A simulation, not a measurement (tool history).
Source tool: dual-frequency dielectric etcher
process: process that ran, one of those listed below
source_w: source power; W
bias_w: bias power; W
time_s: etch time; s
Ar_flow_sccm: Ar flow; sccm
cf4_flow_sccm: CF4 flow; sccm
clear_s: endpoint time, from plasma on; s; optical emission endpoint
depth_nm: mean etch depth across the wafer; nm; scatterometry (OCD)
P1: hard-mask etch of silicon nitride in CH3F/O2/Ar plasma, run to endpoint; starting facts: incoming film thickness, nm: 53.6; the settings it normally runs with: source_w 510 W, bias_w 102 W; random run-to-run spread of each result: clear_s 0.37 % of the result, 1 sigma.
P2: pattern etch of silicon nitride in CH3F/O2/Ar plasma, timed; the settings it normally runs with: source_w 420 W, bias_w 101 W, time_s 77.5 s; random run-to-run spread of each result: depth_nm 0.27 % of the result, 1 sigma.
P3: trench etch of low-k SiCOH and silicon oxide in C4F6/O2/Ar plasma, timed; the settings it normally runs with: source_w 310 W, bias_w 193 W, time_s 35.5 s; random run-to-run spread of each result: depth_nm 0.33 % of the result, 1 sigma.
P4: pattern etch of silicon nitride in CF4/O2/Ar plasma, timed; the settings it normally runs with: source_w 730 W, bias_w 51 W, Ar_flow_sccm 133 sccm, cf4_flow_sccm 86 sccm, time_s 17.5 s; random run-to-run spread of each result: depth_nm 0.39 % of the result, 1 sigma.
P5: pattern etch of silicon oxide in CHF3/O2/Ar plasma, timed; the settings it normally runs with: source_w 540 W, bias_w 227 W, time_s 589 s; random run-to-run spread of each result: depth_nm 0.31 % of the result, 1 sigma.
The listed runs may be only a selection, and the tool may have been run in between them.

run	day	process	source_w	bias_w	time_s	Ar_flow_sccm	cf4_flow_sccm	hours since the last wet clean	hours since the last source power generator calibration	hours since the last bias power generator calibration	clear_s	depth_nm
1	0.142	P1	510	102				126.9	1751.5	625.9	59.778	
2	0.3	P3	250	193	35.5			130.7	1755.3	629.7		96.451
3	0.446	P1	510	102				134.2	1758.8	633.2	59.9	
4	0.612	P5	540	227	589			138.2	1762.8	637.2		1210
5	0.783	P4	730	51	17.5	133	86	142.3	1766.9	641.3		44.136
6	0.892	P1	510	102				144.9	1769.5	643.9	59.546	
7	1.021	P1	400	102				148	1772.6	647	65.767	
8	1.233	P2	420	101	77.5			153.1	1777.7	652.1		61.739
9	1.392	P4	440	51	17.5	133	86	156.9	1781.5	655.9		28.449
10	1.617	P1	510	102				162.3	1786.9	661.3	59.651	
11	1.85	P4	730	51	17.5	90	86	167.9	1792.5	666.9		46.722
12	1.992	P5	540	270	589			171.3	1795.9	670.3		1282.7
13	2.129	P1	720	102				174.6	1799.2	673.6	52.292	
14	2.312	P5	540	227	424			179	1803.6	678		865.29
15	2.446	P4	730	51	24	133	86	182.2	1806.8	681.2		60.453
16	2.671	P1	510	102				187.6	1812.2	686.6	59.683	
17	2.833	P1	510	125				191.5	1816.1	690.5	55.112	
18	3.042	P1	370	74				196.5	1821.1	695.5	75.409	
19	3.238	P1	350	77				201.2	1825.8	700.2	76.158	
20	3.421	P2	420	66	77.5			205.6	1830.2	704.6		52.934
21	3.579	P2	420	101	110			209.4	1834	708.4		87.477
22	3.796	P3	310	193	35.5			214.6	1839.2	713.6		104.62
23	3.912	P2	580	101	77.5			217.4	1842	716.4		69.392
24	4.129	P5	750	227	589			222.6	1847.2	721.6		1364
25	4.238	P1	510	102				225.2	1849.8	724.2	59.724	
26	4.408	P4	730	51	17.5	133	111	229.3	1853.9	728.3		45.869
27	4.588	P1	510	77				233.6	1858.2	732.6	65.871	
28	4.775	P1	510	102				238.1	1862.7	737.1	59.243	
29	4.958	P3	310	193	45.5			242.5	1867.1	741.5		133.57
30	5.112	P3	310	139	35.5			246.2	1870.8	745.2		94.094
31	5.254	P3	310	193	35.5			249.6	1874.2	748.6		104.34
32	5.354	P5	540	227	589			252	1876.6	751		1204.4
33	5.554	P4	730	69	17.5	133	86	256.8	1881.4	755.8		49.359
34	5.7	P1	510	102				260.3	1884.9	759.3	60.098	
35	5.862	P1	510	102				264.2	1888.8	763.2	60.023	
36	6.008	P1	510	102				267.7	1892.3	766.7	60.221	
37	6.138	P1	510	102				270.8	1895.4	769.8	60.332	
38	6.308	P1	510	102				274.9	1899.5	773.9	60.69	
39	6.508	P1	510	102				279.7	1904.3	778.7	60.434	
# day 6.546: wet clean of the chamber
40	6.612	P1	510	102				1.6	1906.8	781.2	60.314	
41	6.767	P1	510	102				5.3	1910.5	784.9	60.667	
42	6.971	P1	510	102				10.2	1915.4	789.8	61.024	
43	7.092	P1	510	102				13.1	1918.3	792.7	61.153	
44	7.258	P1	510	102				17.1	1922.3	796.7	60.841	
45	7.388	P1	510	102				20.2	1925.4	799.8	60.641	

Compared with where it was, what P1 gives has crept away. Each cause listed below fits the log as well as the rest, at the size given for it:
A: bias power that arrives under what is set, % = 4.95
B: source power that arrives under what is set, % = 4.79
The creep began at about day 5.7.
All other causes, with the reason each is excluded:
chamber walls in a state that lowers the etch rate, %: serviced after onset, at day 6.546, with no recovery of the prior output

Consider the 4 check runs below, whose results appear as question marks and each of which averages 2 wafers. Which one distinguishes the causes, in that each cause would give it a clearly different result?
check 1	7.517	P4	730	51	17.5	133	86					?
check 2	7.517	P2	420	101	77.5							?
check 3	7.517	P5	540	227	589							?
check 4	7.517	P3	310	193	35.5							?

Outcome of each check run for each possible cause:
check	result	if A	if B
check 1	depth_nm	43.283	42.302
check 2	depth_nm	60.592	60.607
check 3	depth_nm	1186.7	1186
check 4	depth_nm	102.69	102.44
Per-check spread between the two closest causes, in the result where they differ most: check 1 2.29 %; check 2 0.03 %; check 3 0.06 %; check 4 0.24 %
Check 1 is the one run that separates the causes; every other check would come out nearly the same whichever cause is at work.

The results of check 1 are: depth_nm 43.313 nm. Based on these, which of the listed causes is it?

Of the candidate causes, it is A: bias power that arrives under what is set, %.

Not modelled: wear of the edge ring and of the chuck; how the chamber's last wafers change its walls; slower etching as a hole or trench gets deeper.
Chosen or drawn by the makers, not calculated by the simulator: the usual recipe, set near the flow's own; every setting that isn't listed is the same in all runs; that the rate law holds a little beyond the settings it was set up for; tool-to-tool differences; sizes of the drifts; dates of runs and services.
